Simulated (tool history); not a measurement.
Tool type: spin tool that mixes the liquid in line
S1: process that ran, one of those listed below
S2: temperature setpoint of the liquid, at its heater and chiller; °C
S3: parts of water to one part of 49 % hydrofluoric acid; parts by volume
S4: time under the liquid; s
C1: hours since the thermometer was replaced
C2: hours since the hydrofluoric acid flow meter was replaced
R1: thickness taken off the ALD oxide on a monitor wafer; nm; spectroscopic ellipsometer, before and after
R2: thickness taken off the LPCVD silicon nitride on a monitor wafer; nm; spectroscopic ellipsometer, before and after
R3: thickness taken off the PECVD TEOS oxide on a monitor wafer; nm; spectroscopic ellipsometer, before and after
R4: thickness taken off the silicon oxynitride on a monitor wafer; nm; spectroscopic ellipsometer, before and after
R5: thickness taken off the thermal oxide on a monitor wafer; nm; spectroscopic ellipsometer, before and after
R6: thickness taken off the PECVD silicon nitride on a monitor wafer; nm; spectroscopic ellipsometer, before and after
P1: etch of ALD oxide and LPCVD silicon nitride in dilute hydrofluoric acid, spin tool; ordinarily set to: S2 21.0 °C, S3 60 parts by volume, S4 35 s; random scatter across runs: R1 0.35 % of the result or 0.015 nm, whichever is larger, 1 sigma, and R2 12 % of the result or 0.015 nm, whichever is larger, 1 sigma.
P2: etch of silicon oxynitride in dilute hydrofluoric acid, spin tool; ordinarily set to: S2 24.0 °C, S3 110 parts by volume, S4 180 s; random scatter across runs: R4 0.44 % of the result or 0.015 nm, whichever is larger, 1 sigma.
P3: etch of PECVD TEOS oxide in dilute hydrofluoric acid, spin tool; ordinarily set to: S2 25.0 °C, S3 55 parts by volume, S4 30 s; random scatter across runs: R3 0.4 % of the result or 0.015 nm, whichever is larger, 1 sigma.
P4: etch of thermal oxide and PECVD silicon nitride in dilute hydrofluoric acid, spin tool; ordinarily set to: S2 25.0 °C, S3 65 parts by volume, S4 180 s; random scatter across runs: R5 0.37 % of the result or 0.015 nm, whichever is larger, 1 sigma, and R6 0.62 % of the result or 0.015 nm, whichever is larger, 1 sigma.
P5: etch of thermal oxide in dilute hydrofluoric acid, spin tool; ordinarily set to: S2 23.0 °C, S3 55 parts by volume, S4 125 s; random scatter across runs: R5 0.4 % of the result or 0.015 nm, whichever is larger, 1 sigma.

{"run": 1, "hour": 12.4, "S1": "P1", "S2": 21.0, "S3": 60, "S4": 35, "C1": 1997.2, "C2": 672.6, "R1": 7.6726, "R2": 0.24873}
{"run": 2, "hour": 23.6, "S1": "P3", "S2": 25.0, "S3": 55, "S4": 30, "C1": 2008.4, "C2": 683.8, "R3": 5.2216}
{"run": 3, "hour": 37.5, "S1": "P2", "S2": 29.0, "S3": 110, "S4": 180, "C1": 2022.3, "C2": 697.7, "R4": 6.7393}
{"run": 4, "hour": 53.7, "S1": "P4", "S2": 25.0, "S3": 65, "S4": 180, "C1": 2038.5, "C2": 713.9, "R5": 15.227, "R6": 4.9857}
{"run": 5, "hour": 67.9, "S1": "P2", "S2": 24.0, "S3": 110, "S4": 325, "C1": 2052.7, "C2": 728.1, "R4": 9.6956}
{"run": 6, "hour": 78.9, "S1": "P1", "S2": 21.0, "S3": 105, "S4": 35, "C1": 2063.7, "C2": 739.1, "R1": 4.1456, "R2": 0.10971}
{"run": 7, "hour": 93.9, "S1": "P1", "S2": 21.0, "S3": 60, "S4": 35, "C1": 2078.7, "C2": 754.1, "R1": 7.683, "R2": 0.23151}
{"run": 8, "hour": 102.2, "S1": "P1", "S2": 21.0, "S3": 60, "S4": 15, "C1": 2087.0, "C2": 762.4, "R1": 3.2999, "R2": 0.083696}
{"hour": 105.6, "done": "thermometer replaced"}
{"run": 9, "hour": 110.0, "S1": "P2", "S2": 24.0, "S3": 110, "S4": 180, "C1": 4.4, "C2": 770.2, "R4": 5.3303}
{"run": 10, "hour": 121.6, "S1": "P1", "S2": 21.0, "S3": 60, "S4": 35, "C1": 16.0, "C2": 781.8, "R1": 7.6682, "R2": 0.24758}
{"run": 11, "hour": 135.4, "S1": "P1", "S2": 21.0, "S3": 60, "S4": 35, "C1": 29.8, "C2": 795.6, "R1": 7.6372, "R2": 0.20304}
{"run": 12, "hour": 144.8, "S1": "P4", "S2": 29.0, "S3": 65, "S4": 180, "C1": 39.2, "C2": 805.0, "R5": 17.826, "R6": 6.5185}
{"run": 13, "hour": 158.9, "S1": "P5", "S2": 23.0, "S3": 55, "S4": 125, "C1": 53.3, "C2": 819.1, "R5": 11.141}
{"run": 14, "hour": 172.6, "S1": "P1", "S2": 21.0, "S3": 25, "S4": 35, "C1": 67.0, "C2": 832.8, "R1": 19.26, "R2": 0.48206}
{"run": 15, "hour": 184.5, "S1": "P3", "S2": 25.0, "S3": 55, "S4": 15, "C1": 78.9, "C2": 844.7, "R3": 2.6394}
{"run": 16, "hour": 194.7, "S1": "P5", "S2": 28.0, "S3": 55, "S4": 125, "C1": 89.1, "C2": 854.9, "R5": 13.485}
{"run": 17, "hour": 207.4, "S1": "P1", "S2": 28.0, "S3": 60, "S4": 15, "C1": 101.8, "C2": 867.6, "R1": 4.394, "R2": 0.15001}
{"run": 18, "hour": 217.6, "S1": "P4", "S2": 25.0, "S3": 65, "S4": 15, "C1": 112.0, "C2": 877.8, "R5": 1.2635, "R6": 0.41147}
{"run": 19, "hour": 233.7, "S1": "P1", "S2": 17.0, "S3": 60, "S4": 35, "C1": 128.1, "C2": 893.9, "R1": 6.4948, "R2": 0.17866}
{"run": 20, "hour": 247.6, "S1": "P1", "S2": 17.5, "S3": 60, "S4": 60, "C1": 142.0, "C2": 907.8, "R1": 11.358, "R2": 0.36489}
{"run": 21, "hour": 263.0, "S1": "P5", "S2": 23.0, "S3": 55, "S4": 205, "C1": 157.4, "C2": 923.2, "R5": 18.162}
{"run": 22, "hour": 271.2, "S1": "P4", "S2": 25.0, "S3": 20, "S4": 180, "C1": 165.6, "C2": 931.4, "R5": 52.65, "R6": 15.78}
{"run": 23, "hour": 287.6, "S1": "P2", "S2": 24.0, "S3": 110, "S4": 180, "C1": 182.0, "C2": 947.8, "R4": 5.3665}
{"run": 24, "hour": 299.4, "S1": "P3", "S2": 25.0, "S3": 90, "S4": 30, "C1": 193.8, "C2": 959.6, "R3": 3.0651}
{"hour": 309.9, "done": "hydrofluoric acid flow meter replaced"}
{"run": 25, "hour": 311.3, "S1": "P3", "S2": 18.0, "S3": 55, "S4": 30, "C1": 205.7, "C2": 1.5, "R3": 3.8984}
{"run": 26, "hour": 321.0, "S1": "P2", "S2": 24.0, "S3": 20, "S4": 180, "C1": 215.4, "C2": 11.2, "R4": 31.762}
{"run": 27, "hour": 328.9, "S1": "P1", "S2": 26.0, "S3": 60, "S4": 35, "C1": 223.3, "C2": 19.1, "R1": 9.4226, "R2": 0.32376}
{"run": 28, "hour": 345.0, "S1": "P1", "S2": 21.0, "S3": 60, "S4": 35, "C1": 239.4, "C2": 35.2, "R1": 7.6548, "R2": 0.20749}
{"run": 29, "hour": 356.0, "S1": "P5", "S2": 23.0, "S3": 90, "S4": 125, "C1": 250.4, "C2": 46.2, "R5": 6.4449}
{"run": 30, "hour": 368.7, "S1": "P3", "S2": 25.0, "S3": 55, "S4": 30, "C1": 263.1, "C2": 58.9, "R3": 5.2337}
{"run": 31, "hour": 385.3, "S1": "P1", "S2": 21.0, "S3": 60, "S4": 70, "C1": 279.7, "C2": 75.5, "R1": 15.366, "R2": 0.40233}
{"run": 32, "hour": 395.6, "S1": "P1", "S2": 21.0, "S3": 60, "S4": 35, "C1": 290.0, "C2": 85.8, "R1": 7.7143, "R2": 0.2411}
{"run": 33, "hour": 412.1, "S1": "P1", "S2": 21.0, "S3": 60, "S4": 35, "C1": 306.5, "C2": 102.3, "R1": 7.7005, "R2": 0.29572}
{"run": 34, "hour": 423.6, "S1": "P1", "S2": 21.0, "S3": 60, "S4": 35, "C1": 318.0, "C2": 113.8, "R1": 7.886, "R2": 0.26606}
{"run": 35, "hour": 439.4, "S1": "P1", "S2": 21.0, "S3": 60, "S4": 35, "C1": 333.8, "C2": 129.6, "R1": 8.0102, "R2": 0.22735}
{"run": 36, "hour": 446.8, "S1": "P1", "S2": 21.0, "S3": 60, "S4": 35, "C1": 341.2, "C2": 137.0, "R1": 8.1266, "R2": 0.19299}
{"run": 37, "hour": 460.8, "S1": "P1", "S2": 21.0, "S3": 60, "S4": 35, "C1": 355.2, "C2": 151.0, "R1": 8.1396, "R2": 0.31764}
{"run": 38, "hour": 477.5, "S1": "P1", "S2": 21.0, "S3": 60, "S4": 35, "C1": 371.9, "C2": 167.7, "R1": 8.2729, "R2": 0.27746}
{"run": 39, "hour": 487.5, "S1": "P1", "S2": 21.0, "S3": 60, "S4": 35, "C1": 381.9, "C2": 177.7, "R1": 8.153, "R2": 0.27446}
{"run": 40, "hour": 496.8, "S1": "P1", "S2": 21.0, "S3": 60, "S4": 35, "C1": 391.2, "C2": 187.0, "R1": 8.1748, "R2": 0.24478}
{"run": 41, "hour": 504.2, "S1": "P1", "S2": 21.0, "S3": 60, "S4": 35, "C1": 398.6, "C2": 194.4, "R1": 8.1433, "R2": 0.27763}
{"run": 42, "hour": 518.6, "S1": "P1", "S2": 21.0, "S3": 60, "S4": 35, "C1": 413.0, "C2": 208.8, "R1": 8.2089, "R2": 0.2293}
{"run": 43, "hour": 530.1, "S1": "P1", "S2": 21.0, "S3": 60, "S4": 35, "C1": 424.5, "C2": 220.3, "R1": 8.3048, "R2": 0.23994}

Compared with where it was, what P1 gives has crept away. Each cause listed below fits the log as well as the rest, at the size given for it:
A: hydrofluoric acid flow above the setpoint (%) = 6.81
B: liquid hotter than its thermometer reads (K) = 1.7
The drift started at roughly hour 412.1.

Each of the check runs listed below is run on 2 wafers and reports their average, with the results left as question marks. Pick the one under which the possible causes would lead to clearly different results.
{"run": "check 1", "hour": 541.6, "S1": "P2", "S2": 24.0, "S3": 110, "S4": 180, "R4": "?"}
{"run": "check 2", "hour": 541.6, "S1": "P3", "S2": 25.0, "S3": 55, "S4": 30, "R3": "?"}
{"run": "check 3", "hour": 541.6, "S1": "P4", "S2": 25.0, "S3": 65, "S4": 180, "R5": "?", "R6": "?"}
{"run": "check 4", "hour": 541.6, "S1": "P5", "S2": 23.0, "S3": 55, "S4": 125, "R5": "?"}

Check results expected under each cause:
check=check_1 result=R4 if_A=5.7688 if_B=5.8127
check=check_2 result=R3 if_A=5.6325 if_B=5.6210
check=check_3 result=R5 if_A=16.3900 if_B=16.3370
check=check_3 result=R6 if_A=5.35410 if_B=5.61420
check=check_4 result=R5 if_A=11.8600 if_B=11.8520
Separation of the two closest causes in each check, using whichever result separates them best: check 1 0.76 %; check 2 0.2 %; check 3 4.74 %; check 4 0.07 %
Check 3 tells the causes apart: in the others they would give nearly the same result.

Check 3 has now been run. It gave: R5 16.3670 nm; R6 5.34220 nm. Which of the candidate causes is it?

It is A: hydrofluoric acid flow above the setpoint (%).

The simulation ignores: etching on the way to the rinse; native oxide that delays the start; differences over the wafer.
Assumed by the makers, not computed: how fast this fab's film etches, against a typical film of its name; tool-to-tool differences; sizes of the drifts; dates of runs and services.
